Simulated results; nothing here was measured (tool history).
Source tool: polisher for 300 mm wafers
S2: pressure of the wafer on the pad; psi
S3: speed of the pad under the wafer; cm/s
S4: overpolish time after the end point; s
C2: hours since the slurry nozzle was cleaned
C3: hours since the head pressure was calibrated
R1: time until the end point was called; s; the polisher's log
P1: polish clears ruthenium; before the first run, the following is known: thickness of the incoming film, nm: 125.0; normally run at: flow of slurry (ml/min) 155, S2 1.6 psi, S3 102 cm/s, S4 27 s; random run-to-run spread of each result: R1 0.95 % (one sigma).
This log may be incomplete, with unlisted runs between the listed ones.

{"run": 1, "day": 0.308, "flow of slurry (ml/min)": 155, "S2": 1.6, "S3": 102, "S4": 27, "wafers polished on this pad": 672, "C2": 72.5, "C3": 69.3, "R1": 147.11}
{"run": 2, "day": 0.621, "flow of slurry (ml/min)": 155, "S2": 1.6, "S3": 102, "S4": 45, "wafers polished on this pad": 746, "C2": 80.0, "C3": 76.8, "R1": 144.26}
{"run": 3, "day": 0.921, "flow of slurry (ml/min)": 155, "S2": 1.6, "S3": 102, "S4": 27, "wafers polished on this pad": 817, "C2": 87.2, "C3": 84.0, "R1": 145.73}
{"run": 4, "day": 1.208, "flow of slurry (ml/min)": 155, "S2": 0.7, "S3": 128, "S4": 27, "wafers polished on this pad": 885, "C2": 94.1, "C3": 90.9, "R1": 261.25}
{"run": 5, "day": 1.579, "flow of slurry (ml/min)": 195, "S2": 1.6, "S3": 102, "S4": 27, "wafers polished on this pad": 973, "C2": 103.0, "C3": 99.8, "R1": 140.72}
{"run": 6, "day": 1.758, "flow of slurry (ml/min)": 155, "S2": 1.6, "S3": 102, "S4": 8, "wafers polished on this pad": 1015, "C2": 107.3, "C3": 104.1, "R1": 146.67}
{"run": 7, "day": 2.125, "flow of slurry (ml/min)": 95, "S2": 1.6, "S3": 102, "S4": 27, "wafers polished on this pad": 1102, "C2": 116.1, "C3": 112.9, "R1": 159.53}
{"run": 8, "day": 2.308, "flow of slurry (ml/min)": 155, "S2": 0.7, "S3": 102, "S4": 27, "wafers polished on this pad": 1146, "C2": 120.5, "C3": 117.3, "R1": 334.67}
{"run": 9, "day": 2.679, "flow of slurry (ml/min)": 155, "S2": 0.7, "S3": 102, "S4": 47, "wafers polished on this pad": 1234, "C2": 129.4, "C3": 126.2, "R1": 340.35}
{"run": 10, "day": 2.95, "flow of slurry (ml/min)": 155, "S2": 1.6, "S3": 102, "S4": 27, "wafers polished on this pad": 1298, "C2": 135.9, "C3": 132.7, "R1": 145.15}
{"run": 11, "day": 3.325, "flow of slurry (ml/min)": 155, "S2": 1.6, "S3": 102, "S4": 27, "wafers polished on this pad": 1387, "C2": 144.9, "C3": 141.7, "R1": 147.07}
{"day": 3.621, "done": "slurry nozzle cleaned"}
{"run": 12, "day": 3.679, "flow of slurry (ml/min)": 155, "S2": 1.6, "S3": 102, "S4": 27, "wafers polished on this pad": 1471, "C2": 1.4, "C3": 150.2, "R1": 146.14}
{"run": 13, "day": 3.904, "flow of slurry (ml/min)": 155, "S2": 2.2, "S3": 102, "S4": 27, "wafers polished on this pad": 1524, "C2": 6.8, "C3": 155.6, "R1": 106.15}
{"run": 14, "day": 4.108, "flow of slurry (ml/min)": 155, "S2": 1.6, "S3": 50, "S4": 27, "wafers polished on this pad": 1572, "C2": 11.7, "C3": 160.5, "R1": 302.6}
{"run": 15, "day": 4.354, "flow of slurry (ml/min)": 155, "S2": 1.6, "S3": 156, "S4": 27, "wafers polished on this pad": 1631, "C2": 17.6, "C3": 166.4, "R1": 96.876}
{"run": 16, "day": 4.604, "flow of slurry (ml/min)": 155, "S2": 1.6, "S3": 102, "S4": 27, "wafers polished on this pad": 1690, "C2": 23.6, "C3": 172.4, "R1": 145.56}
{"run": 17, "day": 4.875, "flow of slurry (ml/min)": 155, "S2": 1.6, "S3": 102, "S4": 27, "wafers polished on this pad": 1754, "C2": 30.1, "C3": 178.9, "R1": 152.29}
{"run": 18, "day": 5.212, "flow of slurry (ml/min)": 155, "S2": 1.6, "S3": 102, "S4": 27, "wafers polished on this pad": 1834, "C2": 38.2, "C3": 187.0, "R1": 153.65}

Run 19 has not been measured yet. What should we expect?
{"run": 19, "day": 5.554, "flow of slurry (ml/min)": 155, "S2": 1.6, "S3": 102, "S4": 27, "wafers polished on this pad": 1915, "C2": 46.4, "C3": 195.2, "R1": "?"}

R1: 159.480 s
